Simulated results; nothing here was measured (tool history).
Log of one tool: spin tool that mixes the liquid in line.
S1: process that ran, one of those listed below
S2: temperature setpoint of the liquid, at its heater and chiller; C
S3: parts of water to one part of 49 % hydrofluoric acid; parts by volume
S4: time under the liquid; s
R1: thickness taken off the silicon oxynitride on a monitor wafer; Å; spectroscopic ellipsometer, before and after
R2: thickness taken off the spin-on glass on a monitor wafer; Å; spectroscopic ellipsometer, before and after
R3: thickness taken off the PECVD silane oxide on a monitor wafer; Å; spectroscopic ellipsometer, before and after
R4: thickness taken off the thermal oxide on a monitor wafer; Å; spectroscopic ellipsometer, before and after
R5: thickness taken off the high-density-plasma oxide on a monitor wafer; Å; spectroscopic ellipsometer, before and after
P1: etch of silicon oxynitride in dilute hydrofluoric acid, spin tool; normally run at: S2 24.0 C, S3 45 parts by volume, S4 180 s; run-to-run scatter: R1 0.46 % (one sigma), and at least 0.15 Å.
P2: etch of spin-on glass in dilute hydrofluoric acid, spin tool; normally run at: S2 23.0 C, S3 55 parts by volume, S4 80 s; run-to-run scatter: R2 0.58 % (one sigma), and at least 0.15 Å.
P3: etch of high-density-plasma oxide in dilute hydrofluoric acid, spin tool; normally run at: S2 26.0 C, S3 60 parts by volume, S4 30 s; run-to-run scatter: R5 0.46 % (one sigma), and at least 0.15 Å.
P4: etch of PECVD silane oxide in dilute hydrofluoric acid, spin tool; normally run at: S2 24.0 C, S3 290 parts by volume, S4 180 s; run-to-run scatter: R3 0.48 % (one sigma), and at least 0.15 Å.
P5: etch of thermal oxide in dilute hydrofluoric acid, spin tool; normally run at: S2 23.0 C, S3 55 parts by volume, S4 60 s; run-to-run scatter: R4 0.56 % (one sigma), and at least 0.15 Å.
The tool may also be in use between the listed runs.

run   hour  S1    S2   S3   S4        R1       R2       R3      R4       R5
  1    8.8  P1  24.0   45  180  147.2300
  2   16.9  P1  20.0   45  180  122.5400
  3   25.1  P2  23.0   20   80            1095.70
  4   30.9  P4  24.0  290  180                      76.576
  5   40.6  P1  24.0   45  180  148.3700
  6   47.4  P1  24.0   30  180  225.6500
  7   53.2  P1  24.0   45  180  147.1300
  8   59.3  P1  24.0   45  180  148.5700
  9   64.9  P5  23.0   55   15                              12.995
 10   71.5  P1  24.0   45  180  149.3700
 11   78.0  P3  26.0   20   30                                      145.660
 12   84.2  P2  23.0   55  120             571.61
 13   92.8  P3  31.5   60   30                                       56.413
 14  103.0  P3  26.0   60   30                                       45.276
 15  108.3  P5  23.0   55   60                              51.933
 16  118.4  P2  30.0   55   80             500.05
 17  125.2  P1  24.0   45  180  149.0900
 18  134.9  P5  23.0   85   60                              32.199
 19  143.9  P5  17.0   55   60                              40.391
 20  152.7  P1  24.0   70   15    7.6811
 21  160.7  P1  24.0   75  180   87.1560
 22  170.6  P1  18.5   45  330  207.1500
 23  178.6  P1  24.0   45  315  259.7400
 24  185.8  P1  24.0   45  180  149.4500
 25  196.1  P4  24.0  290  355                     150.900
 26  205.8  P3  26.0   60   15                                       23.148
 27  211.0  P2  23.0   55   80             381.31
 28  219.4  P4  24.0  290  180                      76.412
     220.8  -- thermometer replaced
 29  224.6  P1  24.0   45  100   82.7820
 30  232.6  P1  29.0   45  180  190.7100
 31  237.8  P4  24.0  110  180                     244.340
 32  248.1  P4  17.0  290  180                      58.911
 33  256.5  P1  24.0   45  180  148.0000
 34  261.3  P1  24.0   45  180  147.4700

Forecast run 35:
 35  266.1  P1  24.0  45  180   ?

R1: 144.7600 Å
